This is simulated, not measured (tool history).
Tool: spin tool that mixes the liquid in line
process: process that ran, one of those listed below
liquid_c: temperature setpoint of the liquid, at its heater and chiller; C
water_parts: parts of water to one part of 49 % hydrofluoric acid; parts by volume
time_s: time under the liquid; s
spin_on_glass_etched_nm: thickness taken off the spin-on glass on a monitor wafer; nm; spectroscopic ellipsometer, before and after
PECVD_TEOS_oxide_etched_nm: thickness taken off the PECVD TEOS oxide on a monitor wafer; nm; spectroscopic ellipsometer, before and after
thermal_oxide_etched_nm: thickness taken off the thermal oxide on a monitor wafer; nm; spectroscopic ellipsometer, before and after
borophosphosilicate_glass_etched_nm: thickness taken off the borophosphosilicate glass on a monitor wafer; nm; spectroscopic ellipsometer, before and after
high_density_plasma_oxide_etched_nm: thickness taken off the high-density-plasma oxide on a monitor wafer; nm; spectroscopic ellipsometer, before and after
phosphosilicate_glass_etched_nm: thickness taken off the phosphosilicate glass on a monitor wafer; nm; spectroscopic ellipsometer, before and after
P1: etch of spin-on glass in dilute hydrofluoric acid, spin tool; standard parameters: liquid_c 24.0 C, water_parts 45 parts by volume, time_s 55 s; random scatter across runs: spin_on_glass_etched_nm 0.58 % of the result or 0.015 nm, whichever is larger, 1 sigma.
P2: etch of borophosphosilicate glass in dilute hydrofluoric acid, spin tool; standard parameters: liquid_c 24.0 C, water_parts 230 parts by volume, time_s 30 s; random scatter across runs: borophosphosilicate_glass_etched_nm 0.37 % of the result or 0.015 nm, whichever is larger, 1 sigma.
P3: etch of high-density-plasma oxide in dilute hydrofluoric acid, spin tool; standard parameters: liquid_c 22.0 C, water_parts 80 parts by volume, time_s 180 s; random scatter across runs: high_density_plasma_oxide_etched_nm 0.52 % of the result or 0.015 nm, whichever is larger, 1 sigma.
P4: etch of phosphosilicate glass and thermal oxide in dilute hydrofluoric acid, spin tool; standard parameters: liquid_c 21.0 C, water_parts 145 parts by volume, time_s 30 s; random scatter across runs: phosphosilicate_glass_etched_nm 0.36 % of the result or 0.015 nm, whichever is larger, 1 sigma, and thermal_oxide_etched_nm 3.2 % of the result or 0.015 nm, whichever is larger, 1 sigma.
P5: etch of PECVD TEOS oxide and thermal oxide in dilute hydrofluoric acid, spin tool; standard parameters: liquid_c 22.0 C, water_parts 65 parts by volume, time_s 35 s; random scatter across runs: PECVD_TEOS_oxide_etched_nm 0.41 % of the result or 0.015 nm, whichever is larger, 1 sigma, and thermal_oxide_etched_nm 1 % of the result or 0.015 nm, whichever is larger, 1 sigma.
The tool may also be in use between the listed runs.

run	day	process	liquid_c	water_parts	time_s	spin_on_glass_etched_nm	PECVD_TEOS_oxide_etched_nm	thermal_oxide_etched_nm	borophosphosilicate_glass_etched_nm	high_density_plasma_oxide_etched_nm	phosphosilicate_glass_etched_nm
1	0.296	P1	24.0	45	55	54.279					
2	0.712	P5	22.0	65	35		6.7410	2.56440			
3	1.175	P1	19.0	45	100	79.660					
4	1.700	P1	24.0	45	55	54.280					
5	2.233	P1	17.0	45	55	40.215					
6	2.558	P5	17.0	65	35		5.4395	2.05740			
7	3.067	P1	24.0	45	55	53.816					
# day 3.071: thermometer replaced
8	3.583	P2	19.5	230	30				7.2067		
9	4.183	P3	22.0	80	180					13.0480	
10	4.633	P4	21.0	145	30			0.82342			17.7630
11	5.112	P1	24.0	45	20	19.633					
12	5.675	P3	22.0	80	180					12.9610	
13	6.200	P4	17.5	145	30			0.72971			15.4600
14	6.575	P3	29.0	80	180					17.2410	
15	7.183	P1	24.0	45	100	98.014					
16	7.567	P3	22.0	80	50					3.6308	
17	7.950	P1	24.0	45	55	54.544					
18	8.362	P2	24.0	230	15				4.2210		
19	8.850	P4	21.0	145	15			0.42473			8.9381
20	9.262	P1	24.0	45	55	53.811					
21	9.729	P5	22.0	105	35		3.9673	1.51010			
22	10.179	P4	21.0	30	30			4.75810			98.0550
23	10.617	P1	24.0	20	55	124.340					
24	11.017	P2	24.0	230	30				8.4742		
25	11.471	P3	22.0	25	180					45.1740	
26	11.929	P1	30.0	45	55	68.748					
27	12.312	P1	24.0	75	55	31.093					
28	12.888	P5	22.0	65	35		6.7705	2.58650			
29	13.500	P5	22.0	65	15		2.8821	1.09200			
30	13.779	P2	24.0	400	30				4.1788		
31	14.054	P4	21.0	145	30			0.84125			17.7770
32	14.533	P1	24.0	45	55	54.197					

Estimate the outcome of run 33 from the log above:
33	15.125	P1	24.0	45	55	?					

Logged for run 33: spin_on_glass_etched_nm 57.115 nm.

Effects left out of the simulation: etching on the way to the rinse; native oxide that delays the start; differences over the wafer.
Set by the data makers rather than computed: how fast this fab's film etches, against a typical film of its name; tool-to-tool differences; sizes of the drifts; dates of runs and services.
